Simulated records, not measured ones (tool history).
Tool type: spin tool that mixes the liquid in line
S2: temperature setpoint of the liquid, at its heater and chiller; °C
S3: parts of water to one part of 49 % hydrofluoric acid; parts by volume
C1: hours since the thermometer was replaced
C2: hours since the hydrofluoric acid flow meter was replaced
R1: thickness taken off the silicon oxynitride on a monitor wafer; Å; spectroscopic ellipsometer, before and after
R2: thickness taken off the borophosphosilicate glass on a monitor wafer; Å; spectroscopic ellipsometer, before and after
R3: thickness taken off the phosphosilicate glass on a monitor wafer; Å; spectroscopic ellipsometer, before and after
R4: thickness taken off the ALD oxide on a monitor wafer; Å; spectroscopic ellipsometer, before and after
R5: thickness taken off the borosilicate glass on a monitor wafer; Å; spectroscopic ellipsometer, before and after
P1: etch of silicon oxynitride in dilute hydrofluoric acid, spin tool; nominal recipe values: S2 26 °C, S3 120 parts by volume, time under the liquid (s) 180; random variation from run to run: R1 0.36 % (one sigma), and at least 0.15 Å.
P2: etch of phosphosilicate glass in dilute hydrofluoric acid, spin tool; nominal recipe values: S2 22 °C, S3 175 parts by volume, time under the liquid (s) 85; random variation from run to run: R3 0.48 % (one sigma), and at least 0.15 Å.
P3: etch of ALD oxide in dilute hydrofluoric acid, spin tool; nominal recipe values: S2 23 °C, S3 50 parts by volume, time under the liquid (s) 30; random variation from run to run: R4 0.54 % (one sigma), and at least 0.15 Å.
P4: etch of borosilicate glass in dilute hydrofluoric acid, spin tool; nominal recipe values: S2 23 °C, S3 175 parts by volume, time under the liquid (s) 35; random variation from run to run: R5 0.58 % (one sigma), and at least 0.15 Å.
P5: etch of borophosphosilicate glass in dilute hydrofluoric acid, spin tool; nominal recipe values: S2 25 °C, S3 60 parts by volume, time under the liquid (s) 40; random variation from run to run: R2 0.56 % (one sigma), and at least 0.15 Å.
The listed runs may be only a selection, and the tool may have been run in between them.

Run 1, day 0.754: process that ran P1, S2 26 °C, S3 120 parts by volume, time under the liquid (s) 180; C1 394.2; C2 397.5. Result: R1 65.368 Å.
Run 2, day 1.35: process that ran P1, S2 26 °C, S3 120 parts by volume, time under the liquid (s) 180; C1 408.5; C2 411.8. Result: R1 65.454 Å.
Run 3, day 1.812: process that ran P1, S2 33 °C, S3 190 parts by volume, time under the liquid (s) 180; C1 419.6; C2 422.9. Result: R1 52.575 Å.
At day 1.962: hydrofluoric acid flow meter replaced.
Run 4, day 2.425: process that ran P1, S2 26 °C, S3 120 parts by volume, time under the liquid (s) 180; C1 434.3; C2 11.2. Result: R1 65.442 Å.
Run 5, day 3.017: process that ran P5, S2 18 °C, S3 60 parts by volume, time under the liquid (s) 40; C1 448.5; C2 25.4. Result: R2 193.17 Å.
Run 6, day 3.725: process that ran P1, S2 33 °C, S3 120 parts by volume, time under the liquid (s) 180; C1 465.5; C2 42.4. Result: R1 88.459 Å.
Run 7, day 4.121: process that ran P5, S2 25 °C, S3 60 parts by volume, time under the liquid (s) 80; C1 475; C2 51.9. Result: R2 517.89 Å.
Run 8, day 4.688: process that ran P1, S2 26 °C, S3 120 parts by volume, time under the liquid (s) 15; C1 488.6; C2 65.5. Result: R1 5.0744 Å.
Run 9, day 5.212: process that ran P2, S2 22 °C, S3 40 parts by volume, time under the liquid (s) 85; C1 501.2; C2 78.1. Result: R3 2475.3 Å.
Run 10, day 5.925: process that ran P1, S2 26 °C, S3 120 parts by volume, time under the liquid (s) 360; C1 518.3; C2 95.2. Result: R1 131.32 Å.
Run 11, day 6.379: process that ran P3, S2 23 °C, S3 50 parts by volume, time under the liquid (s) 30; C1 529.2; C2 106.1. Result: R4 169.91 Å.
Run 12, day 7.079: process that ran P3, S2 23 °C, S3 50 parts by volume, time under the liquid (s) 65; C1 546; C2 122.9. Result: R4 367.68 Å.
Run 13, day 7.754: process that ran P4, S2 23 °C, S3 310 parts by volume, time under the liquid (s) 35; C1 562.2; C2 139.1. Result: R5 30.151 Å.
Run 14, day 8.421: process that ran P2, S2 22 °C, S3 175 parts by volume, time under the liquid (s) 85; C1 578.2; C2 155.1. Result: R3 479 Å.
Run 15, day 8.812: process that ran P2, S2 22 °C, S3 175 parts by volume, time under the liquid (s) 25; C1 587.6; C2 164.5. Result: R3 141.62 Å.
Run 16, day 9.221: process that ran P4, S2 23 °C, S3 175 parts by volume, time under the liquid (s) 35; C1 597.4; C2 174.3. Result: R5 61.101 Å.
Run 17, day 9.588: process that ran P4, S2 17.5 °C, S3 175 parts by volume, time under the liquid (s) 35; C1 606.2; C2 183.1. Result: R5 48.977 Å.
Run 18, day 10.188: process that ran P1, S2 20 °C, S3 120 parts by volume, time under the liquid (s) 275; C1 620.6; C2 197.5. Result: R1 75.474 Å.
Run 19, day 10.783: process that ran P1, S2 26 °C, S3 55 parts by volume, time under the liquid (s) 180; C1 634.9; C2 211.8. Result: R1 150.6 Å.
Run 20, day 11.404: process that ran P1, S2 18.5 °C, S3 120 parts by volume, time under the liquid (s) 180; C1 649.8; C2 226.7. Result: R1 45.876 Å.
Run 21, day 11.758: process that ran P5, S2 25 °C, S3 60 parts by volume, time under the liquid (s) 40; C1 658.3; C2 235.2. Result: R2 257.83 Å.
Run 22, day 12.483: process that ran P1, S2 26 °C, S3 120 parts by volume, time under the liquid (s) 180; C1 675.7; C2 252.6. Result: R1 65.365 Å.
Run 23, day 12.912: process that ran P3, S2 23 °C, S3 20 parts by volume, time under the liquid (s) 30; C1 686; C2 262.9. Result: R4 444.23 Å.
Run 24, day 13.538: process that ran P1, S2 26 °C, S3 175 parts by volume, time under the liquid (s) 180; C1 701; C2 277.9. Result: R1 42.957 Å.
Run 25, day 13.979: process that ran P2, S2 17 °C, S3 175 parts by volume, time under the liquid (s) 85; C1 711.6; C2 288.5. Result: R3 395.43 Å.
Run 26, day 14.55: process that ran P4, S2 23 °C, S3 175 parts by volume, time under the liquid (s) 15; C1 725.3; C2 302.2. Result: R5 26.35 Å.
Run 27, day 15.254: process that ran P1, S2 30 °C, S3 120 parts by volume, time under the liquid (s) 290; C1 742.2; C2 319.1. Result: R1 126.37 Å.

Predict the results of run 28:
Run 28, day 15.858: process that ran P5, S2 25 °C, S3 30 parts by volume, time under the liquid (s) 40; C1 756.7; C2 333.6. Result: R2 ?.

Run 28 produced R2 534.36 Å.
